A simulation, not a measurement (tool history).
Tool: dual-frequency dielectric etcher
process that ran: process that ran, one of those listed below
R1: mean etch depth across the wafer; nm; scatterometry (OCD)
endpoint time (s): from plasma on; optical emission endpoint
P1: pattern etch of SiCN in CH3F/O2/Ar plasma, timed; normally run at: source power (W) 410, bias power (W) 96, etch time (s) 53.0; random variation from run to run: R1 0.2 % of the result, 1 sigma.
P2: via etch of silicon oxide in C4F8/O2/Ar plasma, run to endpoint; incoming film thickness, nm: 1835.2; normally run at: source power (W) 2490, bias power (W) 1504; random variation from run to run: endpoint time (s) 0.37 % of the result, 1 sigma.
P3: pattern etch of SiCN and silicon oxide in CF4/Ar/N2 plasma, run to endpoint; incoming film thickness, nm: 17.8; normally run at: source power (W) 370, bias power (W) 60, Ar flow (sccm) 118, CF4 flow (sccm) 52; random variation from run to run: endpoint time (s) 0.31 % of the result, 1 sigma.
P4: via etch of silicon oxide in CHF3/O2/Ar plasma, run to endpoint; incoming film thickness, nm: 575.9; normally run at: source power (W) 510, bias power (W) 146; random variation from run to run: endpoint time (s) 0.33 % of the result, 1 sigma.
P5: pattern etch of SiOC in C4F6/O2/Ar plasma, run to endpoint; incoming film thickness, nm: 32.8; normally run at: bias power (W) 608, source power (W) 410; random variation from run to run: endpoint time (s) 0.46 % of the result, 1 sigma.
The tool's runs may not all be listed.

run 1 day=0.638 | process_that_ran=P1 source_power_(W)=410 bias_power_(W)=96 etch_time_(s)=53.0 | R1=22.300
run 2 day=1.246 | process_that_ran=P1 source_power_(W)=520 bias_power_(W)=96 etch_time_(s)=72.5 | R1=33.246
run 3 day=1.538 | process_that_ran=P1 source_power_(W)=410 bias_power_(W)=67 etch_time_(s)=53.0 | R1=19.606
run 4 day=2.112 | process_that_ran=P1 source_power_(W)=410 bias_power_(W)=116 etch_time_(s)=53.0 | R1=23.956
run 5 day=2.683 | process_that_ran=P2 source_power_(W)=1580 bias_power_(W)=1504 | endpoint_time_(s)=437.4200
run 6 day=3.233 | process_that_ran=P1 source_power_(W)=410 bias_power_(W)=96 etch_time_(s)=53.0 | R1=22.336
run 7 day=3.533 | process_that_ran=P3 source_power_(W)=370 bias_power_(W)=60 Ar_flow_(sccm)=118 CF4_flow_(sccm)=41 | endpoint_time_(s)=28.9120
run 8 day=3.850 | process_that_ran=P1 source_power_(W)=410 bias_power_(W)=96 etch_time_(s)=53.0 | R1=22.279
run 9 day=4.421 | process_that_ran=P5 source_power_(W)=410 bias_power_(W)=356 | endpoint_time_(s)=12.5730
run 10 day=4.712 | process_that_ran=P1 source_power_(W)=410 bias_power_(W)=96 etch_time_(s)=70.0 | R1=29.384
run 11 day=5.254 | process_that_ran=P1 source_power_(W)=280 bias_power_(W)=96 etch_time_(s)=53.0 | R1=19.419
run 12 day=5.658 | process_that_ran=P1 source_power_(W)=410 bias_power_(W)=96 etch_time_(s)=29.0 | R1=12.206
run 13 day=6.225 | process_that_ran=P1 source_power_(W)=410 bias_power_(W)=96 etch_time_(s)=53.0 | R1=22.295
run 14 day=6.608 | process_that_ran=P2 source_power_(W)=2490 bias_power_(W)=1504 | endpoint_time_(s)=365.0000
run 15 day=7.108 | process_that_ran=P1 source_power_(W)=410 bias_power_(W)=96 etch_time_(s)=53.0 | R1=22.246
run 16 day=7.479 | process_that_ran=P1 source_power_(W)=570 bias_power_(W)=96 etch_time_(s)=53.0 | R1=25.316
run 17 day=7.925 | process_that_ran=P2 source_power_(W)=2490 bias_power_(W)=1089 | endpoint_time_(s)=395.3200
run 18 day=8.400 | process_that_ran=P3 source_power_(W)=370 bias_power_(W)=60 Ar_flow_(sccm)=118 CF4_flow_(sccm)=52 | endpoint_time_(s)=27.7320
run 19 day=8.904 | process_that_ran=P3 source_power_(W)=370 bias_power_(W)=39 Ar_flow_(sccm)=118 CF4_flow_(sccm)=52 | endpoint_time_(s)=32.2150
run 20 day=9.262 | process_that_ran=P5 source_power_(W)=530 bias_power_(W)=608 | endpoint_time_(s)=9.3257
run 21 day=9.850 | process_that_ran=P4 source_power_(W)=640 bias_power_(W)=146 | endpoint_time_(s)=297.5700
run 22 day=10.246 | process_that_ran=P4 source_power_(W)=510 bias_power_(W)=146 | endpoint_time_(s)=325.7300
run 23 day=10.571 | process_that_ran=P3 source_power_(W)=370 bias_power_(W)=60 Ar_flow_(sccm)=153 CF4_flow_(sccm)=52 | endpoint_time_(s)=28.9440
run 24 day=11.125 | process_that_ran=P4 source_power_(W)=510 bias_power_(W)=205 | endpoint_time_(s)=290.1100
run 25 day=11.625 | process_that_ran=P5 source_power_(W)=410 bias_power_(W)=608 | endpoint_time_(s)=10.2680
run 26 day=12.038 | process_that_ran=P1 source_power_(W)=340 bias_power_(W)=96 etch_time_(s)=29.0 | R1=11.380
run 27 day=12.662 | process_that_ran=P3 source_power_(W)=220 bias_power_(W)=60 Ar_flow_(sccm)=118 CF4_flow_(sccm)=52 | endpoint_time_(s)=43.7190
run 28 day=13.179 | process_that_ran=P1 source_power_(W)=410 bias_power_(W)=96 etch_time_(s)=53.0 | R1=22.413
run 29 day=13.508 | process_that_ran=P1 source_power_(W)=410 bias_power_(W)=96 etch_time_(s)=53.0 | R1=22.148
run 30 day=13.900 | process_that_ran=P1 source_power_(W)=410 bias_power_(W)=96 etch_time_(s)=53.0 | R1=22.136
run 31 day=14.375 | process_that_ran=P1 source_power_(W)=410 bias_power_(W)=96 etch_time_(s)=53.0 | R1=22.070
run 32 day=14.992 | process_that_ran=P1 source_power_(W)=410 bias_power_(W)=96 etch_time_(s)=53.0 | R1=22.056

Run 33 comes next. What will it give?
-- day=15.096 wet clean of the chamber
run 33 day=15.300 | process_that_ran=P1 source_power_(W)=410 bias_power_(W)=96 etch_time_(s)=53.0 | R1=?

R1: 21.988 nm
